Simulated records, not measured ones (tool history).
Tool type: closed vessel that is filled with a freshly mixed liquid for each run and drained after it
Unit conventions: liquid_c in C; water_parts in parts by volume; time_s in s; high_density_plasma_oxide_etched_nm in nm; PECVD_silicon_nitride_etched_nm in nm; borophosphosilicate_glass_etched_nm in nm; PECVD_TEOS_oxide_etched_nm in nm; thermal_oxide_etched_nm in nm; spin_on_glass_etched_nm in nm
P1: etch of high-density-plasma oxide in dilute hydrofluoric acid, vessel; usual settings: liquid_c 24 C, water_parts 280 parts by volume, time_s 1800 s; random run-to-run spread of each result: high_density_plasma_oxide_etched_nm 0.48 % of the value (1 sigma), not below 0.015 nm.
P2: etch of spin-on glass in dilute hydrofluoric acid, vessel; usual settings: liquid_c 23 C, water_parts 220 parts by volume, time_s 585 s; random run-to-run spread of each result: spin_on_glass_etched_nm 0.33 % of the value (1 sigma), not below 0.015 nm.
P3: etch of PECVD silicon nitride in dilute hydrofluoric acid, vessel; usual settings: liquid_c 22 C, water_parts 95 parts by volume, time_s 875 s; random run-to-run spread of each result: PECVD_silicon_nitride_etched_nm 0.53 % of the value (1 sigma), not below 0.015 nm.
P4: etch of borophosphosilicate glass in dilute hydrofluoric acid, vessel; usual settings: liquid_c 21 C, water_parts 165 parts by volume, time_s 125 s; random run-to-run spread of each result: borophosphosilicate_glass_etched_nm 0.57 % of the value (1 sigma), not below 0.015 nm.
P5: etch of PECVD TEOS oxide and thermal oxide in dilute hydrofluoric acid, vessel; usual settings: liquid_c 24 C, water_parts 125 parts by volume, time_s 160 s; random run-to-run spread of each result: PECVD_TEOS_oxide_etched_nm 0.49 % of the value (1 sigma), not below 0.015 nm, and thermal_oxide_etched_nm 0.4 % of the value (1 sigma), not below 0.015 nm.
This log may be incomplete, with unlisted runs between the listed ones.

| run | hour | process | liquid_c | water_parts | time_s | hours since the thermometer was replaced | hours since the hydrofluoric acid flow meter was replaced | high_density_plasma_oxide_etched_nm | PECVD_silicon_nitride_etched_nm | borophosphosilicate_glass_etched_nm | PECVD_TEOS_oxide_etched_nm | thermal_oxide_etched_nm | spin_on_glass_etched_nm |
|---|---|---|---|---|---|---|---|---|---|---|---|---|---|
| 1 | 16 | P1 | 24 | 280 | 1800 | 379.7 | 607.8 | 40.589 |  |  |  |  |  |
| 2 | 24.4 | P3 | 22 | 45 | 875 | 388.1 | 616.2 |  | 88.445 |  |  |  |  |
| 3 | 41.2 | P1 | 24 | 50 | 1800 | 404.9 | 633 | 295.79 |  |  |  |  |  |
| 4 | 50 | P4 | 21 | 165 | 125 | 413.7 | 641.8 |  |  | 30.088 |  |  |  |
| 5 | 61.7 | P5 | 24 | 125 | 160 | 425.4 | 653.5 |  |  |  | 32.465 | 5.8018 |  |
| 6 | 75.7 | P2 | 23 | 220 | 170 | 439.4 | 667.5 |  |  |  |  |  | 16.75 |
| 7 | 90 | P2 | 23 | 220 | 585 | 453.7 | 681.8 |  |  |  |  |  | 57.98 |
| 8 | 102.4 | P1 | 24 | 475 | 3435 | 466.1 | 694.2 | 38.236 |  |  |  |  |  |
| 9 | 117.6 | P4 | 25 | 165 | 125 | 481.3 | 709.4 |  |  | 35.402 |  |  |  |
| 10 | 129.7 | P2 | 23 | 220 | 585 | 493.4 | 721.5 |  |  |  |  |  | 58.177 |
| 11 | 137.4 | P1 | 24 | 280 | 455 | 501.1 | 729.2 | 10.222 |  |  |  |  |  |
|  | 149 | hydrofluoric acid flow meter replaced |
| 12 | 153.2 | P1 | 20 | 170 | 1800 | 516.9 | 4.3 | 64.321 |  |  |  |  |  |
| 13 | 165.2 | P2 | 23 | 350 | 585 | 528.9 | 16.3 |  |  |  |  |  | 31.923 |
| 14 | 175.4 | P5 | 27.5 | 125 | 160 | 539.1 | 26.5 |  |  |  | 37.052 | 6.6244 |  |
| 15 | 190.5 | P1 | 29.5 | 280 | 1800 | 554.2 | 41.6 | 48.467 |  |  |  |  |  |
| 16 | 202.2 | P2 | 31 | 220 | 585 | 565.9 | 53.3 |  |  |  |  |  | 76.707 |
| 17 | 212.1 | P5 | 24 | 125 | 275 | 575.8 | 63.2 |  |  |  | 55.283 | 10.023 |  |
| 18 | 220.3 | P4 | 21 | 165 | 30 | 584 | 71.4 |  |  | 7.1793 |  |  |  |
| 19 | 236.4 | P1 | 24 | 400 | 1800 | 600.1 | 87.5 | 25.339 |  |  |  |  |  |
| 20 | 246 | P1 | 18 | 495 | 1800 | 609.7 | 97.1 | 15.431 |  |  |  |  |  |
| 21 | 260.9 | P1 | 18 | 280 | 1800 | 624.6 | 112 | 32.644 |  |  |  |  |  |
| 22 | 276.3 | P3 | 26 | 95 | 875 | 640 | 127.4 |  | 55.537 |  |  |  |  |
| 23 | 294 | P1 | 24 | 280 | 3270 | 657.7 | 145.1 | 73.062 |  |  |  |  |  |
| 24 | 304.8 | P1 | 24 | 280 | 1800 | 668.5 | 155.9 | 40.644 |  |  |  |  |  |
| 25 | 315.5 | P1 | 24 | 280 | 1800 | 679.2 | 166.6 | 40.614 |  |  |  |  |  |
| 26 | 331.1 | P3 | 22 | 95 | 875 | 694.8 | 182.2 |  | 42.26 |  |  |  |  |
| 27 | 347.5 | P3 | 22 | 95 | 875 | 711.2 | 198.6 |  | 42.318 |  |  |  |  |
| 28 | 362.3 | P4 | 21 | 35 | 125 | 726 | 213.4 |  |  | 165.44 |  |  |  |
| 29 | 373.1 | P3 | 22 | 95 | 160 | 736.8 | 224.2 |  | 7.8135 |  |  |  |  |
| 30 | 389.5 | P1 | 24 | 280 | 1800 | 753.2 | 240.6 | 40.329 |  |  |  |  |  |
| 31 | 403.3 | P5 | 24 | 80 | 160 | 767 | 254.4 |  |  |  | 53.318 | 9.5657 |  |
| 32 | 418.6 | P1 | 24 | 280 | 1800 | 782.3 | 269.7 | 40.59 |  |  |  |  |  |
| 33 | 432.2 | P1 | 24 | 280 | 1800 | 795.9 | 283.3 | 41.19 |  |  |  |  |  |
| 34 | 441.4 | P1 | 24 | 280 | 1800 | 805.1 | 292.5 | 42.046 |  |  |  |  |  |
| 35 | 453.7 | P1 | 24 | 280 | 1800 | 817.4 | 304.8 | 42.28 |  |  |  |  |  |
| 36 | 463.3 | P1 | 24 | 280 | 1800 | 827 | 314.4 | 42.337 |  |  |  |  |  |
| 37 | 478.2 | P1 | 24 | 280 | 1800 | 841.9 | 329.3 | 42.419 |  |  |  |  |  |
| 38 | 489 | P1 | 24 | 280 | 1800 | 852.7 | 340.1 | 42.554 |  |  |  |  |  |
| 39 | 503.1 | P1 | 24 | 280 | 1800 | 866.8 | 354.2 | 43.023 |  |  |  |  |  |
| 40 | 511 | P1 | 24 | 280 | 1800 | 874.7 | 362.1 | 42.598 |  |  |  |  |  |

Compared with where it was, what P1 gives has crept away. Each cause listed below fits the log as well as the rest, at the size given for it:
A: liquid hotter than its thermometer reads (K) = 1.51
B: hydrofluoric acid flow above the setpoint (%) = 4.19
The onset of the drift is placed at about hour 418.6.

Listed below are the offered check runs, one wafer per run, with question marks in place of results. For which of them would the causes give clearly different outcomes?
| check 1 | 518.9 | P4 | 21 | 165 | 125 |  |  |  |  | ? |  |  |  |
| check 2 | 518.9 | P3 | 22 | 95 | 875 |  |  |  | ? |  |  |  |  |
| check 3 | 518.9 | P5 | 24 | 125 | 160 |  |  |  |  |  | ? | ? |  |
| check 4 | 518.9 | P2 | 23 | 220 | 585 |  |  |  |  |  |  |  | ? |

Expected result of each check under each candidate cause:
| check | result | if A | if B |
|---|---|---|---|
| check 1 | borophosphosilicate_glass_etched_nm | 32.019 | 31.687 |
| check 2 | PECVD_silicon_nitride_etched_nm | 47.15 | 44.383 |
| check 3 | PECVD_TEOS_oxide_etched_nm | 34.313 | 33.928 |
| check 3 | thermal_oxide_etched_nm | 6.1542 | 6.0852 |
| check 4 | spin_on_glass_etched_nm | 61.144 | 60.837 |
Distance between the nearest two causes, measured in the result of the check that separates them most: check 1 1.04 %; check 2 6.05 %; check 3 1.13 %; check 4 0.5 %
Check 2 distinguishes between the causes, while the remaining checks would return nearly the same result for all of them.

Here is what check 2 returned: PECVD_silicon_nitride_etched_nm 47.608 nm. Which cause is it?

It was cause A: liquid hotter than its thermometer reads (K).
